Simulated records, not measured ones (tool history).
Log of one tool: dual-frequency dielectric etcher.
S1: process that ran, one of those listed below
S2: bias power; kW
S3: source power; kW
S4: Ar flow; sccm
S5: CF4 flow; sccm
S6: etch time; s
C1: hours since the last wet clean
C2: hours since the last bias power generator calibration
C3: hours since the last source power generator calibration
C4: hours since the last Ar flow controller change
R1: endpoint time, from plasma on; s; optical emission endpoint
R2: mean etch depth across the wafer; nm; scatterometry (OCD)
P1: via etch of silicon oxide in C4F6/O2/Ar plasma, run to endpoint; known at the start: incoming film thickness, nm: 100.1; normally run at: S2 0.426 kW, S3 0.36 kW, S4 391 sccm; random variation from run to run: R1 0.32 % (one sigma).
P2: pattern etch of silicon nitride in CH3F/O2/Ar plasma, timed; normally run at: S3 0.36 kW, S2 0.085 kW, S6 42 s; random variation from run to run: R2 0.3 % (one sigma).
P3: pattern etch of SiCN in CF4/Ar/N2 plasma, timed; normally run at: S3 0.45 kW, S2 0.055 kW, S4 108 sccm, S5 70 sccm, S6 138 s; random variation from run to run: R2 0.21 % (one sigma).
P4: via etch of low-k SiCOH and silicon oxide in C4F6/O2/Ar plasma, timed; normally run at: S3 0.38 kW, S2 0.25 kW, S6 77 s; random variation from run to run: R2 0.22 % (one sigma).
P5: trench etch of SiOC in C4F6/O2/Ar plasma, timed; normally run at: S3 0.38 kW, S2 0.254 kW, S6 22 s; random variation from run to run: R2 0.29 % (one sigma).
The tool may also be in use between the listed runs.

run	hour	S1	S2	S3	S4	S5	S6	C1	C2	C3	C4	R1	R2
1	8.7	P1	0.426	0.36	391			71.8	1440.1	884.1	987.2	26.239	
2	20.2	P1	0.426	0.36	391			83.3	1451.6	895.6	998.7	26.034	
3	29.4	P3	0.055	0.45	64	70	138	92.5	1460.8	904.8	1007.9		116.05
4	41.4	P1	0.426	0.36	470			104.5	1472.8	916.8	1019.9	26.579	
5	50.6	P1	0.426	0.47	391			113.7	1482	926	1029.1	23.839	
6	59.7	P5	0.254	0.54			22	122.8	1491.1	935.1	1038.2		60.327
7	65.7	P1	0.264	0.36	391			128.8	1497.1	941.1	1044.2	30.992	
8	72.5	P4	0.311	0.38			77	135.6	1503.9	947.9	1051		237.7
9	84.5	P1	0.426	0.36	391			147.6	1515.9	959.9	1063	26.165	
10	96.8	P3	0.055	0.6	108	70	138	159.9	1528.2	972.2	1075.3		138.42
11	105.1	P3	0.076	0.45	108	70	138	168.2	1536.5	980.5	1083.6		119.82
12	111.7	P1	0.426	0.36	226			174.8	1543.1	987.1	1090.2	24.672	
13	117.8	P3	0.055	0.45	108	70	138	180.9	1549.2	993.2	1096.3		107.03
14	129.9	P1	0.426	0.36	391			193	1561.3	1005.3	1108.4	26.296	
15	135.8	P1	0.426	0.48	241			198.9	1567.2	1011.2	1114.3	22.271	
16	144.8	P5	0.254	0.38			22	207.9	1576.2	1020.2	1123.3		52.683
17	152	P2	0.085	0.36			52	215.1	1583.4	1027.4	1130.5		37.779
18	160.7	P2	0.053	0.36			42	223.8	1592.1	1036.1	1139.2		26.011
19	166.8	P1	0.541	0.36	391			229.9	1598.2	1042.2	1145.3	24.039	
20	177.6	P1	0.426	0.36	391			240.7	1609	1053	1156.1	26.183	
21	184.3	P1	0.426	0.23	391			247.4	1615.7	1059.7	1162.8	30.879	
22	196.8	P5	0.327	0.38			22	259.9	1628.2	1072.2	1175.3		57.469
23	205.3	P4	0.25	0.22			77	268.4	1636.7	1080.7	1183.8		178.58
24	217	P3	0.055	0.45	108	70	138	280.1	1648.4	1092.4	1195.5		107.03
25	227	P4	0.25	0.38			77	290.1	1658.4	1102.4	1205.5		220.62
26	236.5	P3	0.055	0.45	108	70	76	299.6	1667.9	1111.9	1215		58.97
27	244.2	P5	0.254	0.38			22	307.3	1675.6	1119.6	1222.7		52.95
28	251.3	P1	0.426	0.36	391			314.4	1682.7	1126.7	1229.8	26.189	
29	261.2	P5	0.254	0.38			31.5	324.3	1692.6	1136.6	1239.7		75.42
30	272.1	P4	0.25	0.38			58.5	335.2	1703.5	1147.5	1250.6		167.21
31	281.4	P2	0.085	0.36			42	344.5	1712.8	1156.8	1259.9		30.634
32	291.7	P2	0.085	0.25			42	354.8	1723.1	1167.1	1270.2		26.673
33	302	P3	0.055	0.45	108	93	138	365.1	1733.4	1177.4	1280.5		112.48
34	312	P1	0.426	0.36	391			375.1	1743.4	1187.4	1290.5	26.28	
35	319.6	P1	0.426	0.36	391			382.7	1751	1195	1298.1	26.365	
36	326.7	P1	0.426	0.36	391			389.8	1758.1	1202.1	1305.2	26.488	
# hour 332.9: wet clean of the chamber
37	339.3	P1	0.426	0.36	391			6.5	1770.7	1214.7	1317.8	26.514	
38	351.8	P1	0.426	0.36	391			19	1783.2	1227.2	1330.3	26.712	
# hour 354.4: Ar flow controller replaced
39	357.6	P1	0.426	0.36	391			24.8	1789	1233	3.3	26.694	
40	369.6	P1	0.426	0.36	391			36.8	1801	1245	15.3	26.546	

What P1 gives has crept away from where it was. These 2 causes fit the log equally well, each at the size given:
A: source power that arrives under what is set, % = 4.24
B: bias power that arrives under what is set, % = 4.29
The creep began at about hour 312.
Why every other cause is out:
chamber walls in a state that lowers the etch rate, %: serviced at hour 332.9, which brought nothing back
Ar flow that arrives over what is set, %: serviced at hour 354.4, which brought nothing back

4 check runs are offered, one wafer each, their results left as question marks. Which one tells the causes apart?
check 1	381.6	P3	0.055	0.45	68	70	78						?
check 2	381.6	P4	0.287	0.38			77						?
check 3	381.6	P2	0.06	0.26			42						?
check 4	381.6	P5	0.254	0.51			28						?

What each check would give under each cause:
check	result	if A	if B
check 1	R2	62.621	64.219
check 2	R2	227.42	227.7
check 3	R2	23.562	23.6
check 4	R2	73.886	74.036
How far apart the two closest causes lie, in the result that separates them most: check 1 2.52 %; check 2 0.12 %; check 3 0.16 %; check 4 0.2 %
Only check 1 tells the causes apart: in the others they would give nearly the same result.

Check 1 was then run and gave: R2 64.241 nm. Which cause is it?

It is B: bias power that arrives under what is set, %.

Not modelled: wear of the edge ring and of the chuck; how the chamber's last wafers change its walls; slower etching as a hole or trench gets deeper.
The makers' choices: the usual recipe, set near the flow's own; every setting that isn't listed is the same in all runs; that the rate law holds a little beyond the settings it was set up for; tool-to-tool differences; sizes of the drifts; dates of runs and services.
